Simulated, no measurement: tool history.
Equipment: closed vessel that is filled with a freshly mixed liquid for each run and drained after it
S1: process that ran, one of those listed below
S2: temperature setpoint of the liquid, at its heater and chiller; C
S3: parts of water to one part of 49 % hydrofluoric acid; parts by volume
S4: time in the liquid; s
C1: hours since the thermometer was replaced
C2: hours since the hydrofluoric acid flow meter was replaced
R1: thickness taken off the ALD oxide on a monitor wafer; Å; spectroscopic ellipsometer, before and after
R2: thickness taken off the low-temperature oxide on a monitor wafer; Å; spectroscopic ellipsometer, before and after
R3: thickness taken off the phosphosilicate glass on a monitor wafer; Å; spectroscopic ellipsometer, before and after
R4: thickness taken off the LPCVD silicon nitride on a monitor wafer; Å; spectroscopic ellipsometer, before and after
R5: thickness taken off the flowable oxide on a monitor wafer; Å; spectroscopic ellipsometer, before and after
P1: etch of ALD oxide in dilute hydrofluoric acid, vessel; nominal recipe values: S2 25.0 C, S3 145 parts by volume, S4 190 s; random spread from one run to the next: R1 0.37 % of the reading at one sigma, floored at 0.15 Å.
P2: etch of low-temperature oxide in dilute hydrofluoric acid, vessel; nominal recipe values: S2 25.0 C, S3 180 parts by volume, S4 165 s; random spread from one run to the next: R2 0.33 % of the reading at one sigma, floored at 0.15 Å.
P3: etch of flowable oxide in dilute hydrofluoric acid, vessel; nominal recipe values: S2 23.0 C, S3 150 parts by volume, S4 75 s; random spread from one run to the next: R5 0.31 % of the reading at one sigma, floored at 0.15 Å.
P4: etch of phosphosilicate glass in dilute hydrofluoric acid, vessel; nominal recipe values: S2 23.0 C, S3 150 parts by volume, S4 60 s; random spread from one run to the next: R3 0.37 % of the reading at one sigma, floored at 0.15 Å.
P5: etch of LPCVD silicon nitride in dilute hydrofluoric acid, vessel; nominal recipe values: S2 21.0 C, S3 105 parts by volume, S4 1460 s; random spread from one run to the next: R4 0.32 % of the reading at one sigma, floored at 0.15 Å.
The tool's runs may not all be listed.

run	hour	S1	S2	S3	S4	C1	C2	R1	R2	R3	R4	R5
1	4.8	P1	25.0	145	190	1510.3	868.0	289.00				
2	14.0	P2	25.0	310	165	1519.5	877.2		127.72			
3	22.3	P4	23.0	150	60	1527.8	885.5			374.36		
4	27.9	P5	25.0	105	1460	1533.4	891.1				80.148	
5	35.0	P1	25.0	145	190	1540.5	898.2	291.34				
6	40.9	P3	23.0	150	75	1546.4	904.1					98.841
7	46.6	P2	17.0	180	165	1552.1	909.8		183.72			
8	56.7	P3	27.5	150	75	1562.2	919.9					117.200
9	65.5	P5	21.0	180	1460	1571.0	928.7				36.506	
10	69.9	P1	25.0	90	190	1575.4	933.1	498.39				
11	80.1	P1	32.0	145	190	1585.6	943.3	373.74				
12	85.6	P2	25.0	180	165	1591.1	948.8		252.10			
13	95.4	P2	25.0	180	270	1600.9	958.6		409.85			
14	105.4	P1	25.0	145	105	1610.9	968.6	159.51				
15	111.7	P5	21.0	105	1460	1617.2	974.9				61.832	
16	117.5	P3	23.0	150	30	1623.0	980.7					39.547
17	127.6	P1	25.0	145	350	1633.1	990.8	534.16				
# hour 127.8: hydrofluoric acid flow meter replaced
18	136.8	P1	25.0	145	190	1642.3	9.1	288.37				
19	141.3	P4	23.0	150	60	1646.8	13.6			375.19		
20	149.2	P5	21.0	105	755	1654.7	21.5				31.809	
21	153.8	P1	25.0	205	190	1659.3	26.1	191.58				
22	162.0	P4	23.0	150	30	1667.5	34.3			186.91		
23	171.8	P1	17.5	145	190	1677.3	44.1	214.17				
24	176.7	P4	23.0	70	60	1682.2	49.0			878.39		
25	186.9	P1	18.0	145	355	1692.4	59.2	410.04				
26	196.6	P1	25.0	145	190	1702.1	68.9	288.14				
27	203.0	P1	17.5	225	190	1708.5	75.3	129.40				
28	209.8	P1	25.0	145	190	1715.3	82.1	287.18				
29	216.7	P4	28.5	150	60	1722.2	89.0			456.96		
30	224.7	P3	23.0	45	75	1730.2	97.0					372.900
31	233.8	P1	25.0	145	190	1739.3	106.1	288.22				
32	239.2	P1	25.0	145	190	1744.7	111.5	278.46				

What does the tool deliver on the next run?
33	245.2	P1	25.0	145	190	1750.7	117.5	?				

R1: 275.57 Å
